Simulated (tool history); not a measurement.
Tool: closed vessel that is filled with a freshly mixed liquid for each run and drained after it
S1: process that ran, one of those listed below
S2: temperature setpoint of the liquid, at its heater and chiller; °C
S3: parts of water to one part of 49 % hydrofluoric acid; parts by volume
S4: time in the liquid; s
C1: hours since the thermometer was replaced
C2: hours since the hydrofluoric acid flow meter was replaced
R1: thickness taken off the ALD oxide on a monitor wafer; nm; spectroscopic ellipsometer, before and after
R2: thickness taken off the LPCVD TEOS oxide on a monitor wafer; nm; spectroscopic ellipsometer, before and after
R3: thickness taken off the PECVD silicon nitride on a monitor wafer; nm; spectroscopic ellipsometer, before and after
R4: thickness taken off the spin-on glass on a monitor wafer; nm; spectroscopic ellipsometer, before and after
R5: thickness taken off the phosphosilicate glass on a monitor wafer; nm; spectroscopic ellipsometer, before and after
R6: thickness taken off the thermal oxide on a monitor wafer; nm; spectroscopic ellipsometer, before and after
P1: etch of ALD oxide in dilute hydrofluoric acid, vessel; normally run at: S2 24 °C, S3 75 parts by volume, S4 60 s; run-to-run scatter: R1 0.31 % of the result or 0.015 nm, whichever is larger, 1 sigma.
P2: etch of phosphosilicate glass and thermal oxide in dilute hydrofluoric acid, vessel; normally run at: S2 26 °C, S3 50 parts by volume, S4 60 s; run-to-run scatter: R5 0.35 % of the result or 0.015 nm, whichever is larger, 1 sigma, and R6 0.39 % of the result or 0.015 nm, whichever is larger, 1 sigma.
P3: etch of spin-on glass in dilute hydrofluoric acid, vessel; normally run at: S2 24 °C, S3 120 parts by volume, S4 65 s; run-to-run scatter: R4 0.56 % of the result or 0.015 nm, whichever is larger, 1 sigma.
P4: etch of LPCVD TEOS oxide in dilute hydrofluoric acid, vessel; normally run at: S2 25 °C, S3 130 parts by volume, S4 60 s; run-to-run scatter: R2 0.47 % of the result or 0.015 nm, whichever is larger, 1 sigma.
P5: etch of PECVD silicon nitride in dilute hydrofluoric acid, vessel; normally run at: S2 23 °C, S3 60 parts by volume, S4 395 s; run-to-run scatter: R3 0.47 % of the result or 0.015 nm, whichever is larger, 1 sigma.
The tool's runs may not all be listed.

Run 1, hour 3.4: S1 P1, S2 24 °C, S3 75 parts by volume, S4 60 s; C1 1375.7; C2 482.2. Result: R1 16.876 nm.
Run 2, hour 6.7: S1 P1, S2 24 °C, S3 75 parts by volume, S4 100 s; C1 1379; C2 485.5. Result: R1 28.215 nm.
Run 3, hour 13.2: S1 P1, S2 24 °C, S3 75 parts by volume, S4 60 s; C1 1385.5; C2 492. Result: R1 16.807 nm.
Run 4, hour 19.6: S1 P4, S2 25 °C, S3 130 parts by volume, S4 60 s; C1 1391.9; C2 498.4. Result: R2 21.566 nm.
Run 5, hour 23.8: S1 P5, S2 23 °C, S3 60 parts by volume, S4 30 s; C1 1396.1; C2 502.6. Result: R3 2.1914 nm.
Run 6, hour 28.4: S1 P1, S2 24 °C, S3 140 parts by volume, S4 60 s; C1 1400.7; C2 507.2. Result: R1 8.3297 nm.
Run 7, hour 33.7: S1 P3, S2 24 °C, S3 120 parts by volume, S4 30 s; C1 1406; C2 512.5. Result: R4 9.6814 nm.
Run 8, hour 39.3: S1 P1, S2 17.5 °C, S3 75 parts by volume, S4 60 s; C1 1411.6; C2 518.1. Result: R1 12.872 nm.
Run 9, hour 43.2: S1 P2, S2 26 °C, S3 50 parts by volume, S4 30 s; C1 1415.5; C2 522. Result: R5 84.382 nm, R6 3.4466 nm.
Run 10, hour 48: S1 P1, S2 24 °C, S3 75 parts by volume, S4 60 s; C1 1420.3; C2 526.8. Result: R1 16.963 nm.
Run 11, hour 53.9: S1 P4, S2 25 °C, S3 35 parts by volume, S4 60 s; C1 1426.2; C2 532.7. Result: R2 90.984 nm.
Run 12, hour 61.4: S1 P1, S2 20 °C, S3 35 parts by volume, S4 60 s; C1 1433.7; C2 540.2. Result: R1 32.318 nm.
Run 13, hour 67.7: S1 P2, S2 26 °C, S3 50 parts by volume, S4 60 s; C1 1440; C2 546.5. Result: R5 168.24 nm, R6 6.8478 nm.
Run 14, hour 72.6: S1 P1, S2 28.5 °C, S3 75 parts by volume, S4 30 s; C1 1444.9; C2 551.4. Result: R1 10.12 nm.
Run 15, hour 79.8: S1 P5, S2 27 °C, S3 60 parts by volume, S4 395 s; C1 1452.1; C2 558.6. Result: R3 37.633 nm.
Run 16, hour 86.2: S1 P1, S2 24 °C, S3 20 parts by volume, S4 60 s; C1 1458.5; C2 565. Result: R1 68.034 nm.
Run 17, hour 90.4: S1 P1, S2 24 °C, S3 75 parts by volume, S4 30 s; C1 1462.7; C2 569.2. Result: R1 8.4271 nm.
Run 18, hour 94.3: S1 P4, S2 32.5 °C, S3 130 parts by volume, S4 60 s; C1 1466.6; C2 573.1. Result: R2 28.407 nm.
Run 19, hour 101.7: S1 P2, S2 31 °C, S3 50 parts by volume, S4 60 s; C1 1474; C2 580.5. Result: R5 203.29 nm, R6 8.3976 nm.
Run 20, hour 106: S1 P5, S2 23 °C, S3 60 parts by volume, S4 395 s; C1 1478.3; C2 584.8. Result: R3 28.795 nm.
Run 21, hour 110.2: S1 P5, S2 23 °C, S3 20 parts by volume, S4 395 s; C1 1482.5; C2 589. Result: R3 83.636 nm.
Run 22, hour 115.3: S1 P4, S2 25 °C, S3 130 parts by volume, S4 30 s; C1 1487.6; C2 594.1. Result: R2 10.861 nm.
Run 23, hour 120.1: S1 P2, S2 26 °C, S3 80 parts by volume, S4 60 s; C1 1492.4; C2 598.9. Result: R5 101.48 nm, R6 4.1456 nm.
Run 24, hour 125.3: S1 P3, S2 24 °C, S3 120 parts by volume, S4 65 s; C1 1497.6; C2 604.1. Result: R4 20.9 nm.
Run 25, hour 132.7: S1 P3, S2 24 °C, S3 45 parts by volume, S4 65 s; C1 1505; C2 611.5. Result: R4 61.733 nm.
Run 26, hour 138.4: S1 P1, S2 24 °C, S3 75 parts by volume, S4 60 s; C1 1510.7; C2 617.2. Result: R1 16.927 nm.
Run 27, hour 144.4: S1 P1, S2 24 °C, S3 75 parts by volume, S4 60 s; C1 1516.7; C2 623.2. Result: R1 16.917 nm.
Run 28, hour 150.6: S1 P1, S2 24 °C, S3 75 parts by volume, S4 60 s; C1 1522.9; C2 629.4. Result: R1 16.818 nm.
Run 29, hour 155: S1 P1, S2 24 °C, S3 75 parts by volume, S4 60 s; C1 1527.3; C2 633.8. Result: R1 16.876 nm.
At hour 157: thermometer replaced.
Run 30, hour 159.3: S1 P1, S2 32 °C, S3 75 parts by volume, S4 60 s; C1 2.3; C2 638.1. Result: R1 23.046 nm.
Run 31, hour 164.5: S1 P4, S2 25 °C, S3 130 parts by volume, S4 60 s; C1 7.5; C2 643.3. Result: R2 21.513 nm.
Run 32, hour 167.8: S1 P5, S2 23 °C, S3 60 parts by volume, S4 395 s; C1 10.8; C2 646.6. Result: R3 28.926 nm.
Run 33, hour 173.2: S1 P3, S2 31 °C, S3 120 parts by volume, S4 65 s; C1 16.2; C2 652. Result: R4 27.346 nm.
Run 34, hour 179.1: S1 P1, S2 24 °C, S3 75 parts by volume, S4 60 s; C1 22.1; C2 657.9. Result: R1 16.884 nm.
Run 35, hour 183.2: S1 P1, S2 24 °C, S3 75 parts by volume, S4 60 s; C1 26.2; C2 662. Result: R1 16.559 nm.
Run 36, hour 189.9: S1 P1, S2 24 °C, S3 75 parts by volume, S4 60 s; C1 32.9; C2 668.7. Result: R1 16.076 nm.
Run 37, hour 196.6: S1 P1, S2 24 °C, S3 75 parts by volume, S4 60 s; C1 39.6; C2 675.4. Result: R1 15.821 nm.

Forecast run 38:
Run 38, hour 200: S1 P1, S2 24 °C, S3 75 parts by volume, S4 60 s; C1 43; C2 678.8. Result: R1 ?.

R1: 15.682 nm
